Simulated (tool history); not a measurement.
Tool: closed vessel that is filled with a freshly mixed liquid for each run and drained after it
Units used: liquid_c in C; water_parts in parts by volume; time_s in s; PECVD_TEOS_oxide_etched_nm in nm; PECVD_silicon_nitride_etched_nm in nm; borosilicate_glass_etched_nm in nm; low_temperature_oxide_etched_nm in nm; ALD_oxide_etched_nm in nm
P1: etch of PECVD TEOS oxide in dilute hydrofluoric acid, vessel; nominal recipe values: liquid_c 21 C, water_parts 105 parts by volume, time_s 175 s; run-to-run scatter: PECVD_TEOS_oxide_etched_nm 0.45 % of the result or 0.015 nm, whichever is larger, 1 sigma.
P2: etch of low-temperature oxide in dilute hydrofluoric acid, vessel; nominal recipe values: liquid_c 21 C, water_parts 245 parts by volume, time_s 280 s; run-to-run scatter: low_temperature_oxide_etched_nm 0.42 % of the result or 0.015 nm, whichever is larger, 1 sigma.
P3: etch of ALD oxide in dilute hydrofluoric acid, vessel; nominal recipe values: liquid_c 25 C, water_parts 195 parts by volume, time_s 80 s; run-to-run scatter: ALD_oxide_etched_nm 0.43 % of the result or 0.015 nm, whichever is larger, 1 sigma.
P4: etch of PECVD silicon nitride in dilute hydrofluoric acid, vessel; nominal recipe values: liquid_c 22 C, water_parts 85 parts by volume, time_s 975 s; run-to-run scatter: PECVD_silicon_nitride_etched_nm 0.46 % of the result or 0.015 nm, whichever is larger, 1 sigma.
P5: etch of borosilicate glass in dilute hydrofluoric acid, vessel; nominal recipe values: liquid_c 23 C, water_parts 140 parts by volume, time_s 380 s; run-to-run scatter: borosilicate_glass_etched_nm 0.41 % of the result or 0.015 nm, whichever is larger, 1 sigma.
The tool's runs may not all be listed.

| run | hour | process | liquid_c | water_parts | time_s | hours since the thermometer was replaced | hours since the hydrofluoric acid flow meter was replaced | PECVD_TEOS_oxide_etched_nm | PECVD_silicon_nitride_etched_nm | borosilicate_glass_etched_nm | low_temperature_oxide_etched_nm | ALD_oxide_etched_nm |
|---|---|---|---|---|---|---|---|---|---|---|---|---|
| 1 | 13.2 | P1 | 21 | 105 | 175 | 1378.1 | 357.9 | 31.057 |  |  |  |  |
| 2 | 24.4 | P1 | 17 | 105 | 175 | 1389.3 | 369.1 | 26.289 |  |  |  |  |
| 3 | 33 | P1 | 24.5 | 105 | 175 | 1397.9 | 377.7 | 35.917 |  |  |  |  |
| 4 | 42.1 | P4 | 22 | 85 | 1625 | 1407 | 386.8 |  | 40.087 |  |  |  |
| 5 | 58.5 | P5 | 23 | 30 | 380 | 1423.4 | 403.2 |  |  | 287.5 |  |  |
| 6 | 74.7 | P2 | 17 | 245 | 280 | 1439.6 | 419.4 |  |  |  | 18.835 |  |
| 7 | 87.2 | P3 | 25 | 115 | 80 | 1452.1 | 431.9 |  |  |  |  | 21.264 |
| 8 | 98.5 | P4 | 22 | 85 | 975 | 1463.4 | 443.2 |  | 24.136 |  |  |  |
| 9 | 108.8 | P1 | 21 | 105 | 315 | 1473.7 | 453.5 | 56.067 |  |  |  |  |
| 10 | 120 | P2 | 21 | 245 | 280 | 1484.9 | 464.7 |  |  |  | 21.934 |  |
| 11 | 132.3 | P1 | 17 | 105 | 305 | 1497.2 | 477 | 45.836 |  |  |  |  |
| 12 | 145.6 | P3 | 25 | 195 | 165 | 1510.5 | 490.3 |  |  |  |  | 23.365 |
| 13 | 156.1 | P3 | 29 | 195 | 80 | 1521 | 500.8 |  |  |  |  | 13.159 |
| 14 | 167.9 | P1 | 21 | 105 | 175 | 1532.8 | 512.6 | 31.128 |  |  |  |  |
| 15 | 185.2 | P1 | 21 | 105 | 175 | 1550.1 | 529.9 | 31.035 |  |  |  |  |
| 16 | 196.7 | P4 | 22 | 85 | 975 | 1561.6 | 541.4 |  | 24.063 |  |  |  |
| 17 | 205.7 | P1 | 21 | 105 | 175 | 1570.6 | 550.4 | 30.898 |  |  |  |  |
| 18 | 217.7 | P1 | 21 | 105 | 175 | 1582.6 | 562.4 | 31.004 |  |  |  |  |
| 19 | 226.3 | P1 | 21 | 105 | 30 | 1591.2 | 571 | 5.3401 |  |  |  |  |
| 20 | 241.5 | P1 | 21 | 45 | 175 | 1606.4 | 586.2 | 77.826 |  |  |  |  |
| 21 | 254 | P4 | 22 | 25 | 975 | 1618.9 | 598.7 |  | 79.822 |  |  |  |
| 22 | 270.5 | P5 | 23 | 140 | 380 | 1635.4 | 615.2 |  |  | 53.498 |  |  |
| 23 | 281.8 | P4 | 26 | 85 | 975 | 1646.7 | 626.5 |  | 31.432 |  |  |  |
| 24 | 289.8 | P5 | 23 | 140 | 85 | 1654.7 | 634.5 |  |  | 11.803 |  |  |
| 25 | 300.1 | P1 | 21 | 150 | 265 | 1665 | 644.8 | 31.39 |  |  |  |  |
| 26 | 309.4 | P3 | 25 | 195 | 80 | 1674.3 | 654.1 |  |  |  |  | 11.362 |
| 27 | 318.1 | P1 | 21 | 105 | 175 | 1683 | 662.8 | 31.09 |  |  |  |  |
| 28 | 333 | P1 | 21 | 105 | 175 | 1697.9 | 677.7 | 31.083 |  |  |  |  |
| 29 | 342.3 | P2 | 21 | 245 | 30 | 1707.2 | 687 |  |  |  | 2.3496 |  |
| 30 | 352.6 | P2 | 21 | 145 | 280 | 1717.5 | 697.3 |  |  |  | 41.029 |  |
| 31 | 367.1 | P5 | 17 | 140 | 380 | 1732 | 711.8 |  |  | 42.146 |  |  |
| 32 | 384.3 | P1 | 21 | 155 | 175 | 1749.2 | 729 | 19.968 |  |  |  |  |
| 33 | 393 | P1 | 21 | 105 | 175 | 1757.9 | 737.7 | 31.011 |  |  |  |  |
| 34 | 403.5 | P1 | 21 | 105 | 175 | 1768.4 | 748.2 | 31.974 |  |  |  |  |
| 35 | 417.1 | P1 | 21 | 105 | 175 | 1782 | 761.8 | 32.473 |  |  |  |  |
| 36 | 432.3 | P1 | 21 | 105 | 175 | 1797.2 | 777 | 33.332 |  |  |  |  |
| 37 | 449.3 | P1 | 21 | 105 | 175 | 1814.2 | 794 | 33.469 |  |  |  |  |
| 38 | 462.3 | P1 | 21 | 105 | 175 | 1827.2 | 807 | 33.78 |  |  |  |  |
| 39 | 473.5 | P1 | 21 | 105 | 175 | 1838.4 | 818.2 | 33.916 |  |  |  |  |
| 40 | 485.1 | P1 | 21 | 105 | 175 | 1850 | 829.8 | 34.052 |  |  |  |  |
| 41 | 492.9 | P1 | 21 | 105 | 175 | 1857.8 | 837.6 | 33.868 |  |  |  |  |
| 42 | 506.8 | P1 | 21 | 105 | 175 | 1871.7 | 851.5 | 33.893 |  |  |  |  |
| 43 | 517.4 | P1 | 21 | 105 | 175 | 1882.3 | 862.1 | 33.974 |  |  |  |  |

P1 has crept away from where it was. The log is fitted equally well by each of these 2 causes, at the sizes shown:
A: liquid hotter than its thermometer reads (K) = 2.3
B: hydrofluoric acid flow above the setpoint (%) = 8.62
Onset of the creep was near hour 393.

Of the 4 check runs listed below, each run on one wafer and each result written as a question mark, which would let you distinguish the listed causes because they would give clearly different results?
| check 1 | 528 | P4 | 22 | 30 | 975 |  |  |  | ? |  |  |  |
| check 2 | 528 | P2 | 17.5 | 245 | 30 |  |  |  |  |  | ? |  |
| check 3 | 528 | P3 | 25 | 120 | 155 |  |  |  |  |  |  | ? |
| check 4 | 528 | P5 | 19 | 50 | 380 |  |  |  |  | ? |  |  |

Expected result of each check under each candidate cause:
| check | result | if A | if B |
|---|---|---|---|
| check 1 | PECVD_silicon_nitride_etched_nm | 77.979 | 72.125 |
| check 2 | low_temperature_oxide_etched_nm | 2.2522 | 2.2798 |
| check 3 | ALD_oxide_etched_nm | 42.598 | 42.871 |
| check 4 | borosilicate_glass_etched_nm | 155.36 | 153.79 |
Distance between the nearest two causes, measured in the result of the check that separates them most: check 1 7.8 %; check 2 1.21 %; check 3 0.64 %; check 4 1.02 %
The other checks would show nearly matching results whichever cause is true, so check 1 is the only one that separates the causes.

After running check 1, the following was obtained: PECVD_silicon_nitride_etched_nm 77.686 nm. Which cause does this point to?

Of the candidate causes, it is A: liquid hotter than its thermometer reads (K).
